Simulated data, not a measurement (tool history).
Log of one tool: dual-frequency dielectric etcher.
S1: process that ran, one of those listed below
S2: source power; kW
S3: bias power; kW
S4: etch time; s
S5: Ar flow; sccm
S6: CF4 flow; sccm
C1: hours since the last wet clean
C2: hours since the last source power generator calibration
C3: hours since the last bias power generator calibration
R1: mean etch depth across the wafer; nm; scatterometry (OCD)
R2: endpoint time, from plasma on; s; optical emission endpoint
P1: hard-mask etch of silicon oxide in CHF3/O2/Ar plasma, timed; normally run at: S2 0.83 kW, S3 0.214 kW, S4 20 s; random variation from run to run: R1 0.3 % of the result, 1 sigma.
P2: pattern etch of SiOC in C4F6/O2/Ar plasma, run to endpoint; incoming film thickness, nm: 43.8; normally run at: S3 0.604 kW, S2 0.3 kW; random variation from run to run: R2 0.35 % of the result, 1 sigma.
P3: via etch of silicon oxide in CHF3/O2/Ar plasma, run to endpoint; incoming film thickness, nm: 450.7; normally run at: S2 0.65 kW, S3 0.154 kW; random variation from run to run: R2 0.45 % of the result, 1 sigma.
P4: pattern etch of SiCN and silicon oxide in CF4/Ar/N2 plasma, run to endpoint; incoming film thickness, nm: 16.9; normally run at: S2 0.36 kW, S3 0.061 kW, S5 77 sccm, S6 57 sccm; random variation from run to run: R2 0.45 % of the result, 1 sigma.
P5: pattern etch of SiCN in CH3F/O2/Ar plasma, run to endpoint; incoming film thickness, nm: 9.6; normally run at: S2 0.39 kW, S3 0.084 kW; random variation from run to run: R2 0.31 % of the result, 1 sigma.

| run | day | S1 | S2 | S3 | S4 | S5 | S6 | C1 | C2 | C3 | R1 | R2 |
|---|---|---|---|---|---|---|---|---|---|---|---|---|
| 1 | 0.358 | P1 | 0.83 | 0.214 | 20 |  |  | 192.5 | 1710.3 | 914.7 | 47.882 |  |
| 2 | 0.7 | P5 | 0.39 | 0.069 |  |  |  | 200.7 | 1718.5 | 922.9 |  | 26.206 |
| 3 | 0.958 | P5 | 0.39 | 0.084 |  |  |  | 206.9 | 1724.7 | 929.1 |  | 24.268 |
| 4 | 1.212 | P2 | 0.3 | 0.604 |  |  |  | 213 | 1730.8 | 935.2 |  | 15.627 |
| 5 | 1.558 | P5 | 0.39 | 0.084 |  |  |  | 221.3 | 1739.1 | 943.5 |  | 24.343 |
|  | 1.708 | bias power generator calibrated |
| 6 | 1.738 | P1 | 0.83 | 0.214 | 26 |  |  | 225.6 | 1743.4 | 0.7 | 62.256 |  |
| 7 | 2.088 | P1 | 0.83 | 0.214 | 11 |  |  | 234 | 1751.8 | 9.1 | 26.172 |  |
| 8 | 2.325 | P4 | 0.47 | 0.061 |  | 77 | 57 | 239.7 | 1757.5 | 14.8 |  | 19.706 |
| 9 | 2.517 | P4 | 0.36 | 0.039 |  | 77 | 57 | 244.3 | 1762.1 | 19.4 |  | 28.799 |
| 10 | 2.754 | P4 | 0.36 | 0.061 |  | 104 | 57 | 250 | 1767.8 | 25.1 |  | 26.12 |
| 11 | 2.908 | P2 | 0.22 | 0.604 |  |  |  | 253.7 | 1771.5 | 28.8 |  | 17.481 |
|  | 2.992 | wet clean of the chamber |
| 12 | 3.121 | P3 | 0.53 | 0.154 |  |  |  | 3.1 | 1776.6 | 33.9 |  | 251.82 |
| 13 | 3.412 | P1 | 0.66 | 0.214 | 20 |  |  | 10.1 | 1783.6 | 40.9 | 44.016 |  |
| 14 | 3.662 | P1 | 0.83 | 0.304 | 20 |  |  | 16.1 | 1789.6 | 46.9 | 53.905 |  |
| 15 | 3.908 | P4 | 0.36 | 0.061 |  | 77 | 45 | 22 | 1795.5 | 52.8 |  | 25.892 |
| 16 | 4.088 | P1 | 1 | 0.214 | 20 |  |  | 26.3 | 1799.8 | 57.1 | 51.067 |  |
| 17 | 4.371 | P1 | 0.5 | 0.214 | 28 |  |  | 33.1 | 1806.6 | 63.9 | 55.102 |  |
| 18 | 4.712 | P1 | 0.83 | 0.163 | 20 |  |  | 41.3 | 1814.8 | 72.1 | 43.581 |  |
| 19 | 4.912 | P4 | 0.36 | 0.061 |  | 77 | 57 | 46.1 | 1819.6 | 76.9 |  | 24.685 |
| 20 | 5.242 | P2 | 0.3 | 0.604 |  |  |  | 54 | 1827.5 | 84.8 |  | 15.678 |
| 21 | 5.467 | P1 | 0.83 | 0.214 | 20 |  |  | 59.4 | 1832.9 | 90.2 | 47.858 |  |
| 22 | 5.704 | P2 | 0.3 | 0.748 |  |  |  | 65.1 | 1838.6 | 95.9 |  | 14.324 |
| 23 | 5.925 | P3 | 0.65 | 0.154 |  |  |  | 70.4 | 1843.9 | 101.2 |  | 230.95 |
| 24 | 6.271 | P5 | 0.32 | 0.084 |  |  |  | 78.7 | 1852.2 | 109.5 |  | 26.143 |
| 25 | 6.538 | P1 | 0.83 | 0.214 | 20 |  |  | 85.1 | 1858.6 | 115.9 | 47.708 |  |
| 26 | 6.767 | P3 | 0.65 | 0.198 |  |  |  | 90.6 | 1864.1 | 121.4 |  | 212.32 |
| 27 | 7.033 | P1 | 0.83 | 0.214 | 20 |  |  | 97 | 1870.5 | 127.8 | 47.646 |  |
| 28 | 7.362 | P1 | 0.83 | 0.214 | 20 |  |  | 104.9 | 1878.4 | 135.7 | 47.914 |  |
| 29 | 7.633 | P1 | 0.83 | 0.214 | 20 |  |  | 111.4 | 1884.9 | 142.2 | 47.741 |  |
| 30 | 7.971 | P1 | 0.83 | 0.214 | 20 |  |  | 119.5 | 1893 | 150.3 | 47.67 |  |
| 31 | 8.25 | P1 | 0.83 | 0.214 | 20 |  |  | 126.2 | 1899.7 | 157 | 47.533 |  |
| 32 | 8.529 | P1 | 0.83 | 0.214 | 20 |  |  | 132.9 | 1906.4 | 163.7 | 47.225 |  |
| 33 | 8.867 | P1 | 0.83 | 0.214 | 20 |  |  | 141 | 1914.5 | 171.8 | 46.996 |  |
| 34 | 9.129 | P1 | 0.83 | 0.214 | 20 |  |  | 147.3 | 1920.8 | 178.1 | 47.101 |  |
| 35 | 9.354 | P1 | 0.83 | 0.214 | 20 |  |  | 152.7 | 1926.2 | 183.5 | 46.918 |  |
| 36 | 9.571 | P1 | 0.83 | 0.214 | 20 |  |  | 157.9 | 1931.4 | 188.7 | 47.033 |  |
|  | 9.892 | wet clean of the chamber |
| 37 | 9.921 | P1 | 0.83 | 0.214 | 20 |  |  | 0.8 | 1939.8 | 197.1 | 47.255 |  |
| 38 | 10.258 | P1 | 0.83 | 0.214 | 20 |  |  | 8.9 | 1947.9 | 205.2 | 47.053 |  |

Forecast run 39:
| 39 | 10.512 | P1 | 0.83 | 0.214 | 20 |  |  | 15 | 1954 | 211.3 | ? |  |

R1: 47.008 nm
